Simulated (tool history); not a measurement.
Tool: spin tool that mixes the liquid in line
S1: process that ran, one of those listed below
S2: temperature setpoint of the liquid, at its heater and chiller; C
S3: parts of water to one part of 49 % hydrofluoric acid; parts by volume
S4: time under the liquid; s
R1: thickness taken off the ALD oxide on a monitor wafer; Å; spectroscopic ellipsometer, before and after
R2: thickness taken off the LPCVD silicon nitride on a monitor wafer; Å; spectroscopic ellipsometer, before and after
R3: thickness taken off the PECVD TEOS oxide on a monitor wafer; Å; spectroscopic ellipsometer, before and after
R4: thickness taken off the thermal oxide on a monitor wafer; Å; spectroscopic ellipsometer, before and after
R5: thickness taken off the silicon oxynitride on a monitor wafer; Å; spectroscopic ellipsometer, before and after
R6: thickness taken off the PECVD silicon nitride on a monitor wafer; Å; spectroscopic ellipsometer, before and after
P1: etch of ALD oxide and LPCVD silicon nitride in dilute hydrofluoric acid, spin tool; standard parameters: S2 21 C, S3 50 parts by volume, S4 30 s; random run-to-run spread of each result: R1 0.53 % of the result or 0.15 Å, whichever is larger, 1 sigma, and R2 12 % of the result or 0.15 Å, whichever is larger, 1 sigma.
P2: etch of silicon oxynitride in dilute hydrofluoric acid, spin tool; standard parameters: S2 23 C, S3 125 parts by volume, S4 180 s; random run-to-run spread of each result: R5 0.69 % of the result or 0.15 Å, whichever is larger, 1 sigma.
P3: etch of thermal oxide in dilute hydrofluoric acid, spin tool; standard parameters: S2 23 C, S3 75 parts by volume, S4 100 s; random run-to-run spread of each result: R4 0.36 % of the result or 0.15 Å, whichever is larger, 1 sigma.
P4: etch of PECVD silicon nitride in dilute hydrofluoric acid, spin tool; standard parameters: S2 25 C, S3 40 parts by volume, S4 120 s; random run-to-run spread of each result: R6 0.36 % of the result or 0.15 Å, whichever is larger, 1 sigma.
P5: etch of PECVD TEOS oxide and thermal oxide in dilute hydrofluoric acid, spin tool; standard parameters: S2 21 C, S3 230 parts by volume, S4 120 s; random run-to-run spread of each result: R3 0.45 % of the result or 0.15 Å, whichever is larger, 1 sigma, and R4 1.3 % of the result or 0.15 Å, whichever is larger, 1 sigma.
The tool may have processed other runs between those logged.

run 1 hour=3.3 | S1=P1 S2=21 S3=50 S4=30 | R1=181.31 R2=2.0429
run 2 hour=6.9 | S1=P5 S2=21 S3=230 S4=215 | R3=95.512 R4=33.878
run 3 hour=12.5 | S1=P2 S2=23 S3=125 S4=90 | R5=18.05
run 4 hour=16.7 | S1=P1 S2=21 S3=90 S4=30 | R1=95.773 R2=1.2337
run 5 hour=20.5 | S1=P4 S2=25 S3=40 S4=120 | R6=167.35
run 6 hour=26.4 | S1=P2 S2=23 S3=125 S4=180 | R5=36.138
run 7 hour=30.2 | S1=P5 S2=21 S3=230 S4=120 | R3=53.834 R4=19.492
run 8 hour=33.2 | S1=P3 S2=23 S3=30 S4=100 | R4=174.82
run 9 hour=37.6 | S1=P5 S2=21 S3=60 S4=120 | R3=245.84 R4=86.558
run 10 hour=43 | S1=P4 S2=25 S3=40 S4=15 | R6=20.937
run 11 hour=48.4 | S1=P2 S2=23 S3=65 S4=180 | R5=73.298
run 12 hour=52.1 | S1=P1 S2=21 S3=50 S4=45 | R1=269.5 R2=2.738
run 13 hour=54.9 | S1=P3 S2=23 S3=75 S4=100 | R4=65.228
run 14 hour=61.2 | S1=P1 S2=21 S3=50 S4=15 | R1=89.956 R2=0.68448
run 15 hour=66.7 | S1=P1 S2=28 S3=50 S4=30 | R1=240.66 R2=3.8976
run 16 hour=72.5 | S1=P1 S2=21 S3=50 S4=30 | R1=180.32 R2=1.6857
run 17 hour=76.9 | S1=P1 S2=21 S3=20 S4=30 | R1=468.94 R2=5.7104
run 18 hour=82.3 | S1=P4 S2=20 S3=40 S4=120 | R6=118.32
run 19 hour=87.9 | S1=P5 S2=28 S3=230 S4=120 | R3=69.345 R4=24.523
run 20 hour=92.4 | S1=P5 S2=21 S3=230 S4=120 | R3=53.744 R4=19.125
run 21 hour=96.9 | S1=P1 S2=21 S3=50 S4=30 | R1=180.61 R2=1.4332
run 22 hour=102.2 | S1=P2 S2=17 S3=125 S4=180 | R5=27.066
run 23 hour=107.3 | S1=P4 S2=25 S3=60 S4=120 | R6=112.17

Forecast run 24:
run 24 hour=110.3 | S1=P3 S2=23 S3=75 S4=100 | R4=?

{"run 24": {"R4": 65.376}}

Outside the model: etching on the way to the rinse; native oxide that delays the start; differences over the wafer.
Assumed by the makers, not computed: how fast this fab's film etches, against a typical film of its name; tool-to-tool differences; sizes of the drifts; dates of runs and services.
